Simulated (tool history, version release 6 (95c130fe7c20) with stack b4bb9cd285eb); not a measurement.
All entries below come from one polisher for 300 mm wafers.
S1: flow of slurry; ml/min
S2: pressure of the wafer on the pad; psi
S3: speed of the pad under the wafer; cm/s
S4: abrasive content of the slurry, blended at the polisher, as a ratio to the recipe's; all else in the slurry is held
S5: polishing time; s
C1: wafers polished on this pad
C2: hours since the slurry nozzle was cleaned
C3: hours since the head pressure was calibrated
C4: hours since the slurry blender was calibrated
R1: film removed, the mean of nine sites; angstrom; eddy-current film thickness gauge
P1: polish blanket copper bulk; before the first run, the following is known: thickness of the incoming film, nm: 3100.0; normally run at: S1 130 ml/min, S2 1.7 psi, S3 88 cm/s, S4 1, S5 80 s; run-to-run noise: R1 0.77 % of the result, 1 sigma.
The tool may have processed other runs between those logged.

{"run": 1, "hour": 15.0, "S1": 130, "S2": 1.7, "S3": 88, "S4": 1, "S5": 80, "C1": 416, "C2": 324.7, "C3": 124.3, "C4": 148.2, "R1": 3724.6}
{"run": 2, "hour": 26.7, "S1": 130, "S2": 1.7, "S3": 88, "S4": 1.4, "S5": 80, "C1": 579, "C2": 336.4, "C3": 136, "C4": 159.9, "R1": 4025}
{"run": 3, "hour": 40.6, "S1": 130, "S2": 1.7, "S3": 88, "S4": 1, "S5": 53, "C1": 773, "C2": 350.3, "C3": 149.9, "C4": 173.8, "R1": 2480.5}
{"run": 4, "hour": 58.0, "S1": 130, "S2": 1.7, "S3": 88, "S4": 1, "S5": 80, "C1": 1015, "C2": 367.7, "C3": 167.3, "C4": 191.2, "R1": 3745.4}
{"run": 5, "hour": 74.8, "S1": 130, "S2": 1.7, "S3": 88, "S4": 0.65, "S5": 80, "C1": 1250, "C2": 384.5, "C3": 184.1, "C4": 208, "R1": 3396.3}
{"run": 6, "hour": 91.5, "S1": 130, "S2": 1.7, "S3": 62, "S4": 1, "S5": 80, "C1": 1483, "C2": 401.2, "C3": 200.8, "C4": 224.7, "R1": 2668.4}
{"run": 7, "hour": 106.6, "S1": 130, "S2": 1.7, "S3": 88, "S4": 1, "S5": 80, "C1": 1693, "C2": 416.3, "C3": 215.9, "C4": 239.8, "R1": 3747.7}
{"run": 8, "hour": 120.0, "S1": 130, "S2": 1.7, "S3": 88, "S4": 1, "S5": 80, "C1": 1880, "C2": 429.7, "C3": 229.3, "C4": 253.2, "R1": 3694.1}
{"run": 9, "hour": 137.5, "S1": 80, "S2": 1.1, "S3": 88, "S4": 1, "S5": 80, "C1": 2124, "C2": 447.2, "C3": 246.8, "C4": 270.7, "R1": 2160}
{"run": 10, "hour": 146.2, "S1": 130, "S2": 1.2, "S3": 88, "S4": 0.8, "S5": 80, "C1": 2245, "C2": 455.9, "C3": 255.5, "C4": 279.4, "R1": 2510.5}
{"run": 11, "hour": 155.9, "S1": 80, "S2": 1.7, "S3": 88, "S4": 1, "S5": 80, "C1": 2381, "C2": 465.6, "C3": 265.2, "C4": 289.1, "R1": 3305.3}
{"run": 12, "hour": 173.8, "S1": 130, "S2": 1.7, "S3": 136, "S4": 1, "S5": 80, "C1": 2630, "C2": 483.5, "C3": 283.1, "C4": 307, "R1": 5686.5}
{"run": 13, "hour": 183.0, "S1": 130, "S2": 2.2, "S3": 88, "S4": 1, "S5": 80, "C1": 2758, "C2": 492.7, "C3": 292.3, "C4": 316.2, "R1": 4847.6}
{"run": 14, "hour": 199.0, "S1": 130, "S2": 1.7, "S3": 88, "S4": 1, "S5": 80, "C1": 2982, "C2": 508.7, "C3": 308.3, "C4": 332.2, "R1": 3727.1}
{"run": 15, "hour": 212.9, "S1": 195, "S2": 1.7, "S3": 88, "S4": 1, "S5": 80, "C1": 3175, "C2": 522.6, "C3": 322.2, "C4": 346.1, "R1": 3941.5}
{"hour": 222.2, "done": "worn pad replaced by a new one"}
{"run": 16, "hour": 230.6, "S1": 130, "S2": 1.1, "S3": 88, "S4": 1, "S5": 80, "C1": 118, "C2": 540.3, "C3": 339.9, "C4": 363.8, "R1": 2424.9}
{"run": 17, "hour": 247.6, "S1": 130, "S2": 1.7, "S3": 88, "S4": 1, "S5": 119, "C1": 355, "C2": 557.3, "C3": 356.9, "C4": 380.8, "R1": 5554.7}
{"run": 18, "hour": 260.7, "S1": 130, "S2": 1.7, "S3": 88, "S4": 1, "S5": 80, "C1": 537, "C2": 570.4, "C3": 370, "C4": 393.9, "R1": 3740}
{"run": 19, "hour": 278.8, "S1": 130, "S2": 1.7, "S3": 88, "S4": 1, "S5": 80, "C1": 790, "C2": 588.5, "C3": 388.1, "C4": 412, "R1": 3511.8}
{"run": 20, "hour": 294.7, "S1": 130, "S2": 1.7, "S3": 88, "S4": 1, "S5": 80, "C1": 1012, "C2": 604.4, "C3": 404, "C4": 427.9, "R1": 3508.8}
{"run": 21, "hour": 306.6, "S1": 130, "S2": 1.7, "S3": 88, "S4": 1, "S5": 80, "C1": 1178, "C2": 616.3, "C3": 415.9, "C4": 439.8, "R1": 3422.4}
{"hour": 313.8, "done": "worn pad replaced by a new one"}
{"hour": 317.4, "done": "slurry blender recalibrated"}
{"run": 22, "hour": 318.9, "S1": 130, "S2": 1.7, "S3": 88, "S4": 1, "S5": 80, "C1": 71, "C2": 628.6, "C3": 428.2, "C4": 1.6, "R1": 3421.7}
{"run": 23, "hour": 328.7, "S1": 130, "S2": 1.7, "S3": 88, "S4": 1, "S5": 80, "C1": 208, "C2": 638.4, "C3": 438, "C4": 11.4, "R1": 3392.6}
{"run": 24, "hour": 340.3, "S1": 130, "S2": 1.7, "S3": 88, "S4": 1, "S5": 80, "C1": 370, "C2": 650, "C3": 449.6, "C4": 23, "R1": 3382.6}
{"run": 25, "hour": 352.5, "S1": 130, "S2": 1.7, "S3": 88, "S4": 1, "S5": 80, "C1": 540, "C2": 662.2, "C3": 461.8, "C4": 35.2, "R1": 3406.1}

P1 no longer gives what it gave before; its output has crept away from where it was. The following 2 causes, each at its listed size, fit the log equally well:
A: head's pressure below its setpoint, % = 8.71
B: slurry flow missing at the pad, % = 32.2
The process output started creeping at around hour 260.7.
Other possible causes, and why each is ruled out:
removal rate lost through wear of the pad, %: serviced at hour 313.8, after the change had begun; the process did not return to its earlier output
abrasive missing from the slurry, %: serviced at hour 317.4, after the change had begun; the process did not return to its earlier output

Of the 4 check runs below, each run on 5 wafers with the results averaged and each result still a question mark, which one would tell the listed causes apart?
{"run": "check 1", "hour": 364.7, "S1": 195, "S2": 1.7, "S3": 88, "S4": 1, "S5": 80, "R1": "?"}
{"run": "check 2", "hour": 364.7, "S1": 130, "S2": 1.7, "S3": 88, "S4": 1.4, "S5": 80, "R1": "?"}
{"run": "check 3", "hour": 364.7, "S1": 130, "S2": 1.7, "S3": 122, "S4": 1, "S5": 103, "R1": "?"}
{"run": "check 4", "hour": 364.7, "S1": 130, "S2": 1.7, "S3": 112, "S4": 1, "S5": 80, "R1": "?"}

Predicted outcomes, by check and by cause:
check=check_1 result=R1 if_A=3638.6 if_B=3742.7
check=check_2 result=R1 if_A=3665.3 if_B=3665.9
check=check_3 result=R1 if_A=6078.6 if_B=6079.6
check=check_4 result=R1 if_A=4334.3 if_B=4334.9
Gap, in per cent, between the two causes that each check separates least, read from the result that separates them most: check 1 2.82 %; check 2 0.02 %; check 3 0.02 %; check 4 0.02 %
Check 1 is the one run that separates the causes; every other check would come out nearly the same whichever cause is at work.

Check 1 was then run and gave: R1 3645.3 angstrom. Which cause is it?

Of the candidate causes, it is A: head's pressure below its setpoint, %.
